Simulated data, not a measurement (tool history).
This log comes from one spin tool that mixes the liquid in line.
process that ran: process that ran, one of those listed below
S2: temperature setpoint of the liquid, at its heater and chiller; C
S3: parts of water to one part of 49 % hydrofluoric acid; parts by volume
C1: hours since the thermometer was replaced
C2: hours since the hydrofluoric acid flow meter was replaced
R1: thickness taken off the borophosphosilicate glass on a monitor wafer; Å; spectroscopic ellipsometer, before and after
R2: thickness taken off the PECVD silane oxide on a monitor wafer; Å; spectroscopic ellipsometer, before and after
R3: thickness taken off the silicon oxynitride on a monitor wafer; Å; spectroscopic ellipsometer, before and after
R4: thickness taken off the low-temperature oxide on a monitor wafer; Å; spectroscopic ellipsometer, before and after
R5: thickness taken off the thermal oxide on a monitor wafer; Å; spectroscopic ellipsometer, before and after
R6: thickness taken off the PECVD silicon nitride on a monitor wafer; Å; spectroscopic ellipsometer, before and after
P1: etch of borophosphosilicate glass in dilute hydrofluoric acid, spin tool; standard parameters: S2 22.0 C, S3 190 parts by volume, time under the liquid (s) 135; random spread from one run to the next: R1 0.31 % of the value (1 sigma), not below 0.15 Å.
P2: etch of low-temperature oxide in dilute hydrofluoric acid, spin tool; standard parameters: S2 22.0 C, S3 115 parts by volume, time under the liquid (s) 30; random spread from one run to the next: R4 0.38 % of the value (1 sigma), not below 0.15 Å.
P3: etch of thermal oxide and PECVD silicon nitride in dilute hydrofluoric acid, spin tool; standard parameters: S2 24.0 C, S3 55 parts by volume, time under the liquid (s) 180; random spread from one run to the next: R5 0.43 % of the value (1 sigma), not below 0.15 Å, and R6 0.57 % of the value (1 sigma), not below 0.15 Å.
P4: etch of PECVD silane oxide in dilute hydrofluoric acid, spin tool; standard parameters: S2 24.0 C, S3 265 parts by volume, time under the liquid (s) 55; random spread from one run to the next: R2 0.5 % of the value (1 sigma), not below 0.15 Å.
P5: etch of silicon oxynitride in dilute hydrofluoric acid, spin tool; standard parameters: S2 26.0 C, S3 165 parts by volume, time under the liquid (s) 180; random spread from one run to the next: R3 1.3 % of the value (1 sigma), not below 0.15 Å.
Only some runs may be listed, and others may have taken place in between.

run 1 hour=13.6 | process_that_ran=P1 S2=22.0 S3=190 time_under_the_liquid_(s)=135 | C1=394.7 C2=248.4 | R1=258.260
run 2 hour=26.8 | process_that_ran=P4 S2=24.0 S3=265 time_under_the_liquid_(s)=55 | C1=407.9 C2=261.6 | R2=40.528
run 3 hour=35.5 | process_that_ran=P1 S2=17.0 S3=190 time_under_the_liquid_(s)=75 | C1=416.6 C2=270.3 | R1=118.690
run 4 hour=43.9 | process_that_ran=P1 S2=22.0 S3=190 time_under_the_liquid_(s)=30 | C1=425.0 C2=278.7 | R1=57.789
run 5 hour=54.6 | process_that_ran=P1 S2=17.0 S3=190 time_under_the_liquid_(s)=135 | C1=435.7 C2=289.4 | R1=213.840
run 6 hour=65.6 | process_that_ran=P5 S2=26.0 S3=75 time_under_the_liquid_(s)=180 | C1=446.7 C2=300.4 | R3=40.090
run 7 hour=74.0 | process_that_ran=P1 S2=22.0 S3=190 time_under_the_liquid_(s)=135 | C1=455.1 C2=308.8 | R1=261.460
run 8 hour=87.0 | process_that_ran=P1 S2=22.0 S3=70 time_under_the_liquid_(s)=135 | C1=468.1 C2=321.8 | R1=810.480
run 9 hour=97.8 | process_that_ran=P4 S2=29.0 S3=265 time_under_the_liquid_(s)=55 | C1=478.9 C2=332.6 | R2=48.264
run 10 hour=106.3 | process_that_ran=P5 S2=34.0 S3=165 time_under_the_liquid_(s)=180 | C1=487.4 C2=341.1 | R3=23.307
run 11 hour=116.0 | process_that_ran=P1 S2=17.0 S3=50 time_under_the_liquid_(s)=135 | C1=497.1 C2=350.8 | R1=932.390
run 12 hour=122.5 | process_that_ran=P2 S2=22.0 S3=115 time_under_the_liquid_(s)=30 | C1=503.6 C2=357.3 | R4=83.448
run 13 hour=131.3 | process_that_ran=P1 S2=22.0 S3=190 time_under_the_liquid_(s)=260 | C1=512.4 C2=366.1 | R1=501.620
run 14 hour=142.6 | process_that_ran=P1 S2=22.0 S3=260 time_under_the_liquid_(s)=135 | C1=523.7 C2=377.4 | R1=176.150
run 15 hour=152.3 | process_that_ran=P2 S2=17.0 S3=115 time_under_the_liquid_(s)=30 | C1=533.4 C2=387.1 | R4=68.211
run 16 hour=159.8 | process_that_ran=P3 S2=24.0 S3=55 time_under_the_liquid_(s)=330 | C1=540.9 C2=394.6 | R5=307.97 R6=242.93
run 17 hour=173.7 | process_that_ran=P2 S2=22.0 S3=115 time_under_the_liquid_(s)=15 | C1=554.8 C2=408.5 | R4=42.000
-- hour=179.0 thermometer replaced
run 18 hour=180.7 | process_that_ran=P2 S2=22.0 S3=30 time_under_the_liquid_(s)=30 | C1=1.8 C2=415.5 | R4=356.100
run 19 hour=192.2 | process_that_ran=P3 S2=32.5 S3=55 time_under_the_liquid_(s)=180 | C1=13.3 C2=427.0 | R5=236.37 R6=228.90
run 20 hour=203.7 | process_that_ran=P1 S2=22.0 S3=190 time_under_the_liquid_(s)=135 | C1=24.8 C2=438.5 | R1=258.300
run 21 hour=212.3 | process_that_ran=P4 S2=24.0 S3=135 time_under_the_liquid_(s)=55 | C1=33.4 C2=447.1 | R2=92.379
run 22 hour=221.5 | process_that_ran=P4 S2=24.0 S3=265 time_under_the_liquid_(s)=95 | C1=42.6 C2=456.3 | R2=69.690
run 23 hour=232.8 | process_that_ran=P5 S2=26.0 S3=165 time_under_the_liquid_(s)=180 | C1=53.9 C2=467.6 | R3=16.497
run 24 hour=241.0 | process_that_ran=P4 S2=24.0 S3=265 time_under_the_liquid_(s)=55 | C1=62.1 C2=475.8 | R2=40.635
run 25 hour=254.3 | process_that_ran=P3 S2=24.0 S3=55 time_under_the_liquid_(s)=180 | C1=75.4 C2=489.1 | R5=169.44 R6=133.28
run 26 hour=264.2 | process_that_ran=P1 S2=29.0 S3=190 time_under_the_liquid_(s)=135 | C1=85.3 C2=499.0 | R1=334.700
run 27 hour=270.7 | process_that_ran=P3 S2=24.0 S3=55 time_under_the_liquid_(s)=180 | C1=91.8 C2=505.5 | R5=168.29 R6=132.92
run 28 hour=277.4 | process_that_ran=P3 S2=24.0 S3=85 time_under_the_liquid_(s)=180 | C1=98.5 C2=512.2 | R5=103.73 R6=85.36
run 29 hour=284.6 | process_that_ran=P1 S2=22.0 S3=190 time_under_the_liquid_(s)=135 | C1=105.7 C2=519.4 | R1=260.210
run 30 hour=292.3 | process_that_ran=P5 S2=26.0 S3=165 time_under_the_liquid_(s)=335 | C1=113.4 C2=527.1 | R3=30.660
run 31 hour=299.7 | process_that_ran=P2 S2=22.0 S3=115 time_under_the_liquid_(s)=30 | C1=120.8 C2=534.5 | R4=84.102
run 32 hour=313.5 | process_that_ran=P1 S2=22.0 S3=190 time_under_the_liquid_(s)=135 | C1=134.6 C2=548.3 | R1=259.000
run 33 hour=327.3 | process_that_ran=P1 S2=22.0 S3=190 time_under_the_liquid_(s)=135 | C1=148.4 C2=562.1 | R1=265.150
run 34 hour=336.3 | process_that_ran=P1 S2=22.0 S3=190 time_under_the_liquid_(s)=135 | C1=157.4 C2=571.1 | R1=269.740
run 35 hour=344.4 | process_that_ran=P1 S2=22.0 S3=190 time_under_the_liquid_(s)=135 | C1=165.5 C2=579.2 | R1=271.160
run 36 hour=353.5 | process_that_ran=P1 S2=22.0 S3=190 time_under_the_liquid_(s)=135 | C1=174.6 C2=588.3 | R1=273.210
run 37 hour=366.3 | process_that_ran=P1 S2=22.0 S3=190 time_under_the_liquid_(s)=135 | C1=187.4 C2=601.1 | R1=273.950
run 38 hour=379.1 | process_that_ran=P1 S2=22.0 S3=190 time_under_the_liquid_(s)=135 | C1=200.2 C2=613.9 | R1=274.440
run 39 hour=390.3 | process_that_ran=P1 S2=22.0 S3=190 time_under_the_liquid_(s)=135 | C1=211.4 C2=625.1 | R1=276.460
run 40 hour=399.0 | process_that_ran=P1 S2=22.0 S3=190 time_under_the_liquid_(s)=135 | C1=220.1 C2=633.8 | R1=276.280
run 41 hour=411.2 | process_that_ran=P1 S2=22.0 S3=190 time_under_the_liquid_(s)=135 | C1=232.3 C2=646.0 | R1=275.540
run 42 hour=423.7 | process_that_ran=P1 S2=22.0 S3=190 time_under_the_liquid_(s)=135 | C1=244.8 C2=658.5 | R1=276.860

P1 no longer gives what it gave before; its output has crept away from where it was. The following 2 causes, each at its listed size, fit the log equally well:
A: hydrofluoric acid flow above the setpoint (%) = 5.41
B: liquid hotter than its thermometer reads (K) = 1.67
The creep began at about hour 313.5.

4 check runs are offered, one wafer each, their results left as question marks. Which one tells the causes apart?
run check 1 hour=436.2 | process_that_ran=P2 S2=22.0 S3=115 time_under_the_liquid_(s)=30 | R4=?
run check 2 hour=436.2 | process_that_ran=P5 S2=26.0 S3=165 time_under_the_liquid_(s)=180 | R3=?
run check 3 hour=436.2 | process_that_ran=P4 S2=24.0 S3=265 time_under_the_liquid_(s)=55 | R2=?
run check 4 hour=436.2 | process_that_ran=P3 S2=24.0 S3=55 time_under_the_liquid_(s)=180 | R5=? R6=?

Expected result of each check under each candidate cause:
check=check_1 result=R4 if_A=88.916 if_B=89.515
check=check_2 result=R3 if_A=17.640 if_B=17.890
check=check_3 result=R2 if_A=43.396 if_B=43.058
check=check_4 result=R5 if_A=177.84 if_B=179.92
check=check_4 result=R6 if_A=139.58 if_B=148.22
Per-check spread between the two closest causes, in the result where they differ most: check 1 0.67 %; check 2 1.41 %; check 3 0.78 %; check 4 6.01 %
The causes can be told apart only by check 4. The other checks would give nearly the same results under each of them.

Check 4 was then run and gave: R5 178.07 Å; R6 139.86 Å. Which cause is it?

It was cause A: hydrofluoric acid flow above the setpoint (%).

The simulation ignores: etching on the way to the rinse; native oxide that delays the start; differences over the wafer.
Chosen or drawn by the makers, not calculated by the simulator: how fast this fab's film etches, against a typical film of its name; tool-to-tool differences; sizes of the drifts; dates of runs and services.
